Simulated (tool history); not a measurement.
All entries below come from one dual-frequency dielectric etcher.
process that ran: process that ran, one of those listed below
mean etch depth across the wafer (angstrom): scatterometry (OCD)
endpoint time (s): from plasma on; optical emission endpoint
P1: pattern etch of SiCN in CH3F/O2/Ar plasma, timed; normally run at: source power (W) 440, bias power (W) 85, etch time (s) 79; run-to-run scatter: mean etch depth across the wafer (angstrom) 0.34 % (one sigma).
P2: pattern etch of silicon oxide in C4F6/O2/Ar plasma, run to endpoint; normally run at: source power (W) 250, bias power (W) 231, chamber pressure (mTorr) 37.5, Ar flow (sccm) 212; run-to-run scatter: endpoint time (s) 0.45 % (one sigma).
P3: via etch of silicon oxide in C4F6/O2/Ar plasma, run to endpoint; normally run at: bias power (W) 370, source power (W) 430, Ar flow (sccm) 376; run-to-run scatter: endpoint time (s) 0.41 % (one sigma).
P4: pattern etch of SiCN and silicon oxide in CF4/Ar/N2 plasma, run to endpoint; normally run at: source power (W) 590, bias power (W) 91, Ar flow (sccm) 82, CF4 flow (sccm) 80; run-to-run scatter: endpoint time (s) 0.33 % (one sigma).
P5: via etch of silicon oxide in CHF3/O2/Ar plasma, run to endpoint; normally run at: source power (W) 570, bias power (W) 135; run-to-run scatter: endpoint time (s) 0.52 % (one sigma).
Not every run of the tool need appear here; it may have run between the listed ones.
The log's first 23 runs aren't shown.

| run | hour | process that ran | source power (W) | bias power (W) | etch time (s) | Ar flow (sccm) | CF4 flow (sccm) | chamber pressure (mTorr) | mean etch depth across the wafer (angstrom) | endpoint time (s) |
|---|---|---|---|---|---|---|---|---|---|---|
| 24 | 211.9 | P2 | 250 | 282 |  | 212 |  | 37.5 |  | 14.793 |
| 25 | 223.1 | P3 | 430 | 290 |  | 376 |  |  |  | 26.295 |
| 26 | 230.8 | P3 | 520 | 370 |  | 376 |  |  |  | 22.266 |
| 27 | 240.7 | P1 | 440 | 59 | 100 |  |  |  | 359.76 |  |
| 28 | 250.5 | P1 | 440 | 66 | 79 |  |  |  | 294.2 |  |
| 29 | 261.5 | P5 | 720 | 135 |  |  |  |  |  | 282.28 |
| 30 | 271.8 | P2 | 250 | 231 |  | 212 |  | 37.5 |  | 15.707 |
| 31 | 282.2 | P1 | 350 | 85 | 79 |  |  |  | 296.39 |  |
| 32 | 293.6 | P1 | 440 | 85 | 117.5 |  |  |  | 478.73 |  |
| 33 | 304.9 | P4 | 590 | 129 |  | 82 | 80 |  |  | 9.2928 |
| 34 | 312.7 | P5 | 570 | 135 |  |  |  |  |  | 307.38 |
| 35 | 320.7 | P1 | 440 | 85 | 79 |  |  |  | 320.88 |  |
| 36 | 330.5 | P1 | 440 | 85 | 79 |  |  |  | 320.4 |  |
| 37 | 339.7 | P1 | 440 | 85 | 79 |  |  |  | 317.36 |  |

The next listed run, before its measurement:
|  | 343.5 | wet clean of the chamber |
| 38 | 346.4 | P1 | 440 | 85 | 79 |  |  |  | ? |  |

mean etch depth across the wafer (angstrom): 316.43

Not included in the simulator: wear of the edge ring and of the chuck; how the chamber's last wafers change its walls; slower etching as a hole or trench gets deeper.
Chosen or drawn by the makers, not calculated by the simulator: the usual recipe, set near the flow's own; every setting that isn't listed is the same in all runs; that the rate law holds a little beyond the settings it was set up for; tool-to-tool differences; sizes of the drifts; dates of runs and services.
